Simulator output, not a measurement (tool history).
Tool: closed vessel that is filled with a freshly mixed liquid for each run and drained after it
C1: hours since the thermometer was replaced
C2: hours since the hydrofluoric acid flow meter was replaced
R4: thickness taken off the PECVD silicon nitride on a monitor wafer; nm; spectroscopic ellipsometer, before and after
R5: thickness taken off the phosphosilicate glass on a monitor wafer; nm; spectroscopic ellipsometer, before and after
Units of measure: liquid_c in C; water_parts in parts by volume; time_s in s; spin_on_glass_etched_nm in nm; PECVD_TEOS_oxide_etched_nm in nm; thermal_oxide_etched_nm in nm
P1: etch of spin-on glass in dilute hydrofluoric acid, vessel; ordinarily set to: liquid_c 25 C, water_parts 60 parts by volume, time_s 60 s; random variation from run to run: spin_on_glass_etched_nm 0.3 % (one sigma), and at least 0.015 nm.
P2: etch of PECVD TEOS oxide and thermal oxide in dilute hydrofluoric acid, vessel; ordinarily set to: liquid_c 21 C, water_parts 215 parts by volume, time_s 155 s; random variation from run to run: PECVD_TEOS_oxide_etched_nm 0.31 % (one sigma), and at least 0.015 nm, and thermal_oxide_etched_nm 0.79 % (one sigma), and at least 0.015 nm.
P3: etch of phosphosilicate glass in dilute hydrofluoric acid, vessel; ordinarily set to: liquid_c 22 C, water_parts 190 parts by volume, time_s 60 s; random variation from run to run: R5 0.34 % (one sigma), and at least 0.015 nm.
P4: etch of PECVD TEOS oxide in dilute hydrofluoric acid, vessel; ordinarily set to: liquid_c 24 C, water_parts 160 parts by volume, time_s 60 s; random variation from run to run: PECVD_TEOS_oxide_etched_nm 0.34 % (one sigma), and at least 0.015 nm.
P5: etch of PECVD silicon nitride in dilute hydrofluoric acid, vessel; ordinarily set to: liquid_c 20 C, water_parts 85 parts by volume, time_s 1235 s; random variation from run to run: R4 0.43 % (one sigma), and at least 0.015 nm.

{"run": 1, "day": 0.512, "process": "P1", "liquid_c": 25, "water_parts": 60, "time_s": 60, "C1": 1116.9, "C2": 189.2, "spin_on_glass_etched_nm": 43.347}
{"run": 2, "day": 0.858, "process": "P1", "liquid_c": 18, "water_parts": 60, "time_s": 60, "C1": 1125.2, "C2": 197.5, "spin_on_glass_etched_nm": 32.418}
{"run": 3, "day": 1.404, "process": "P1", "liquid_c": 25, "water_parts": 30, "time_s": 60, "C1": 1138.3, "C2": 210.6, "spin_on_glass_etched_nm": 90.234}
{"run": 4, "day": 1.896, "process": "P1", "liquid_c": 32, "water_parts": 60, "time_s": 60, "C1": 1150.1, "C2": 222.4, "spin_on_glass_etched_nm": 56.71}
{"run": 5, "day": 2.467, "process": "P1", "liquid_c": 25, "water_parts": 105, "time_s": 100, "C1": 1163.8, "C2": 236.1, "spin_on_glass_etched_nm": 38.995}
{"day": 2.638, "done": "hydrofluoric acid flow meter replaced"}
{"run": 6, "day": 3.017, "process": "P4", "liquid_c": 24, "water_parts": 160, "time_s": 60, "C1": 1177, "C2": 9.2, "PECVD_TEOS_oxide_etched_nm": 9.2695}
{"run": 7, "day": 3.692, "process": "P4", "liquid_c": 24, "water_parts": 95, "time_s": 60, "C1": 1193.2, "C2": 25.4, "PECVD_TEOS_oxide_etched_nm": 16.837}
{"run": 8, "day": 4.233, "process": "P2", "liquid_c": 21, "water_parts": 215, "time_s": 155, "C1": 1206.2, "C2": 38.4, "PECVD_TEOS_oxide_etched_nm": 7.4894, "thermal_oxide_etched_nm": 2.727}
{"run": 9, "day": 4.729, "process": "P5", "liquid_c": 20, "water_parts": 85, "time_s": 1235, "C1": 1218.1, "C2": 50.3, "R4": 34.775}
{"day": 5.333, "done": "thermometer replaced"}
{"run": 10, "day": 5.367, "process": "P1", "liquid_c": 25, "water_parts": 60, "time_s": 30, "C1": 0.8, "C2": 65.6, "spin_on_glass_etched_nm": 21.624}
{"run": 11, "day": 5.671, "process": "P1", "liquid_c": 25, "water_parts": 60, "time_s": 60, "C1": 8.1, "C2": 72.9, "spin_on_glass_etched_nm": 43.391}
{"run": 12, "day": 6.204, "process": "P1", "liquid_c": 25, "water_parts": 60, "time_s": 85, "C1": 20.9, "C2": 85.7, "spin_on_glass_etched_nm": 61.049}
{"run": 13, "day": 6.658, "process": "P3", "liquid_c": 22, "water_parts": 105, "time_s": 60, "C1": 31.8, "C2": 96.6, "R5": 100.44}
{"run": 14, "day": 6.988, "process": "P1", "liquid_c": 25, "water_parts": 60, "time_s": 60, "C1": 39.7, "C2": 104.5, "spin_on_glass_etched_nm": 43.173}
{"run": 15, "day": 7.529, "process": "P2", "liquid_c": 21, "water_parts": 215, "time_s": 155, "C1": 52.7, "C2": 117.5, "PECVD_TEOS_oxide_etched_nm": 7.5036, "thermal_oxide_etched_nm": 2.7549}
{"run": 16, "day": 8.008, "process": "P2", "liquid_c": 21, "water_parts": 335, "time_s": 155, "C1": 64.2, "C2": 129, "PECVD_TEOS_oxide_etched_nm": 4.2974, "thermal_oxide_etched_nm": 1.5739}
{"run": 17, "day": 8.5, "process": "P1", "liquid_c": 25, "water_parts": 60, "time_s": 60, "C1": 76, "C2": 140.8, "spin_on_glass_etched_nm": 43.023}
{"run": 18, "day": 8.9, "process": "P4", "liquid_c": 24, "water_parts": 160, "time_s": 30, "C1": 85.6, "C2": 150.4, "PECVD_TEOS_oxide_etched_nm": 4.6334}
{"run": 19, "day": 9.217, "process": "P2", "liquid_c": 17, "water_parts": 215, "time_s": 155, "C1": 93.2, "C2": 158, "PECVD_TEOS_oxide_etched_nm": 6.4037, "thermal_oxide_etched_nm": 2.3532}

Run 20 comes next. What will it give?
{"run": 20, "day": 9.821, "process": "P5", "liquid_c": 17, "water_parts": 85, "time_s": 1235, "C1": 107.7, "C2": 172.5, "R4": "?"}

{"run 20": {"R4": 28.134}}
